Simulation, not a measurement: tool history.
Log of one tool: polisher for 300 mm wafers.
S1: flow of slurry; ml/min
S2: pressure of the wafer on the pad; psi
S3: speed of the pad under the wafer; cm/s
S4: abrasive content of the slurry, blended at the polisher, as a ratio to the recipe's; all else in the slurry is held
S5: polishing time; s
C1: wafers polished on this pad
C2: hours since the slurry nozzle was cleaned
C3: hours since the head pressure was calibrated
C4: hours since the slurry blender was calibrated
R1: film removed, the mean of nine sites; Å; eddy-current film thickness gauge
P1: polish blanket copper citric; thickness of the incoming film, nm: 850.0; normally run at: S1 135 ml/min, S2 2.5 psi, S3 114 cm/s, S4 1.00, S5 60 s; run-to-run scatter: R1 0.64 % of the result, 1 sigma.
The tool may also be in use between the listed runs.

| run | day | S1 | S2 | S3 | S4 | S5 | C1 | C2 | C3 | C4 | R1 |
|---|---|---|---|---|---|---|---|---|---|---|---|
| 1 | 0.358 | 135 | 2.5 | 114 | 1.00 | 60 | 341 | 276.8 | 614.1 | 135.8 | 1219.20 |
| 2 | 0.858 | 205 | 2.5 | 114 | 1.00 | 60 | 436 | 288.8 | 626.1 | 147.8 | 1301.80 |
| 3 | 1.450 | 135 | 2.5 | 114 | 1.00 | 60 | 549 | 303.0 | 640.3 | 162.0 | 1216.20 |
| 4 | 2.112 | 135 | 2.5 | 114 | 1.00 | 37 | 675 | 318.9 | 656.2 | 177.9 | 751.57 |
|  | 2.538 | slurry nozzle cleaned |
| 5 | 2.671 | 135 | 1.3 | 114 | 1.35 | 60 | 782 | 3.2 | 669.6 | 191.3 | 687.73 |
| 6 | 3.162 | 135 | 2.5 | 114 | 1.00 | 60 | 875 | 15.0 | 681.4 | 203.1 | 1220.90 |
| 7 | 3.812 | 135 | 2.5 | 114 | 1.00 | 60 | 999 | 30.6 | 697.0 | 218.7 | 1235.10 |
| 8 | 4.304 | 135 | 2.5 | 114 | 0.65 | 60 | 1093 | 42.4 | 708.8 | 230.5 | 1115.50 |
| 9 | 4.842 | 135 | 2.5 | 114 | 1.45 | 60 | 1195 | 55.3 | 721.7 | 243.4 | 1325.30 |
| 10 | 5.496 | 135 | 2.5 | 52 | 1.00 | 60 | 1320 | 71.0 | 737.4 | 259.1 | 573.37 |
| 11 | 5.846 | 135 | 2.5 | 58 | 1.25 | 60 | 1387 | 79.4 | 745.8 | 267.5 | 663.68 |
| 12 | 6.333 | 135 | 2.5 | 114 | 1.00 | 60 | 1480 | 91.1 | 757.5 | 279.2 | 1209.90 |
| 13 | 7.017 | 135 | 2.5 | 174 | 1.00 | 60 | 1610 | 107.5 | 773.9 | 295.6 | 1859.50 |
| 14 | 7.704 | 85 | 2.5 | 114 | 1.00 | 60 | 1741 | 124.0 | 790.4 | 312.1 | 1085.00 |
| 15 | 8.425 | 135 | 1.7 | 114 | 1.00 | 60 | 1878 | 141.3 | 807.7 | 329.4 | 841.19 |
| 16 | 9.062 | 180 | 2.5 | 114 | 1.00 | 76 | 2000 | 156.6 | 823.0 | 344.7 | 1611.00 |
| 17 | 9.708 | 135 | 3.4 | 114 | 1.00 | 60 | 2123 | 172.1 | 838.5 | 360.2 | 1648.40 |
| 18 | 10.242 | 135 | 2.5 | 114 | 1.00 | 92 | 2225 | 184.9 | 851.3 | 373.0 | 1857.70 |
| 19 | 10.754 | 135 | 2.5 | 114 | 1.00 | 60 | 2322 | 197.2 | 863.6 | 385.3 | 1219.10 |
| 20 | 11.379 | 135 | 2.5 | 114 | 1.00 | 60 | 2442 | 212.2 | 878.6 | 400.3 | 1181.80 |
| 21 | 12.067 | 135 | 2.5 | 114 | 1.00 | 60 | 2573 | 228.7 | 895.1 | 416.8 | 1161.40 |
|  | 12.225 | worn pad replaced by a new one |
| 22 | 12.621 | 135 | 2.5 | 114 | 1.00 | 60 | 75 | 242.0 | 908.4 | 430.1 | 1138.50 |
|  | 12.938 | slurry blender recalibrated |
| 23 | 13.000 | 135 | 2.5 | 114 | 1.00 | 60 | 147 | 251.1 | 917.5 | 1.6 | 1149.00 |
| 24 | 13.317 | 135 | 2.5 | 114 | 1.00 | 60 | 208 | 258.7 | 925.1 | 9.2 | 1136.00 |
| 25 | 13.692 | 135 | 2.5 | 114 | 1.00 | 60 | 279 | 267.7 | 934.1 | 18.2 | 1118.70 |
| 26 | 14.329 | 135 | 2.5 | 114 | 1.00 | 60 | 401 | 283.0 | 949.4 | 33.5 | 1148.30 |
| 27 | 14.646 | 135 | 2.5 | 114 | 1.00 | 60 | 461 | 290.6 | 957.0 | 41.1 | 1126.60 |

What P1 gives has crept away from where it was. These 2 causes fit the log equally well, each at the size given:
A: head's pressure below its setpoint, % = 7.21
B: slurry flow missing at the pad, % = 28
The creep began at about day 10.754.
Why every other cause is out:
removal rate lost through wear of the pad, %: serviced at day 12.225, which brought nothing back
abrasive missing from the slurry, %: serviced at day 12.938, which brought nothing back

4 check runs are offered, each on 5 wafers whose results are averaged, their results left as question marks. Which one tells the causes apart?
| check 1 | 14.962 | 205 | 2.5 | 114 | 1.00 | 60 |  |  |  |  | ? |
| check 2 | 14.962 | 135 | 2.5 | 114 | 1.45 | 60 |  |  |  |  | ? |
| check 3 | 14.962 | 135 | 2.5 | 68 | 1.00 | 80 |  |  |  |  | ? |
| check 4 | 14.962 | 135 | 1.8 | 146 | 1.00 | 60 |  |  |  |  | ? |

What each check would give under each cause:
| check | result | if A | if B |
|---|---|---|---|
| check 1 | R1 | 1210.10 | 1238.40 |
| check 2 | R1 | 1228.70 | 1228.60 |
| check 3 | R1 | 917.43 | 916.22 |
| check 4 | R1 | 1046.90 | 1046.60 |
How far apart the two closest causes lie, in the result that separates them most: check 1 2.31 %; check 2 0 %; check 3 0.13 %; check 4 0.02 %
Check 1 tells the causes apart: in the others they would give nearly the same result.

Check 1 was then run and gave: R1 1235.70 Å. Which cause is it?

It is B: slurry flow missing at the pad, %.

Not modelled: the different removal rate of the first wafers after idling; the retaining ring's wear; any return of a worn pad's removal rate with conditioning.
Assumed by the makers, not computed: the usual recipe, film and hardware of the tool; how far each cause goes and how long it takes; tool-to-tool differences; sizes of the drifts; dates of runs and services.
